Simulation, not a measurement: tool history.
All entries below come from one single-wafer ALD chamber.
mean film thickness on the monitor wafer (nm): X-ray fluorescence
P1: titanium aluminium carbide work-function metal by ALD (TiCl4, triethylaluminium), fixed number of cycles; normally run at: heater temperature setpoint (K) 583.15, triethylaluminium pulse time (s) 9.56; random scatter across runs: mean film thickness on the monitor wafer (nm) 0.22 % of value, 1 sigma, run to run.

run,day,heater temperature setpoint (K),triethylaluminium pulse time (s),hours since the last thermocouple change,hours since the last triethylaluminium bottle change,mean film thickness on the monitor wafer (nm)
1,0.212,583.15,9.56,764.2,989,2.1091
2,0.429,583.15,14.45,769.4,994.2,2.1838
3,0.738,583.15,9.56,776.8,1001.6,2.1126
4,1.162,583.15,9.56,787,1011.8,2.1075
5,1.446,583.15,9.56,793.8,1018.6,2.109
6,1.667,558.15,9.56,799.1,1023.9,1.895
7,1.912,583.15,9.56,805,1029.8,2.1007
8,2.117,596.15,4.49,809.9,1034.7,1.8187
9,2.308,583.15,4.5,814.5,1039.3,1.7292
10,2.496,603.15,9.56,819,1043.8,2.2881
# day 2.533: thermocouple changed; heater temperature recalibrated
11,2.829,583.15,9.56,7.1,1051.8,2.1061
12,3.196,583.15,9.56,15.9,1060.6,2.0957
13,3.617,583.15,9.56,26,1070.7,2.0877
14,3.825,583.15,9.56,31,1075.7,2.0822
15,4.096,583.15,9.56,37.5,1082.2,2.0703
16,4.342,583.15,9.56,43.4,1088.1,2.0697

Run 17 has not been measured yet. What should we expect?
17,4.571,583.15,9.56,48.9,1093.6,?

Run 17 gave mean film thickness on the monitor wafer (nm) 2.0743.
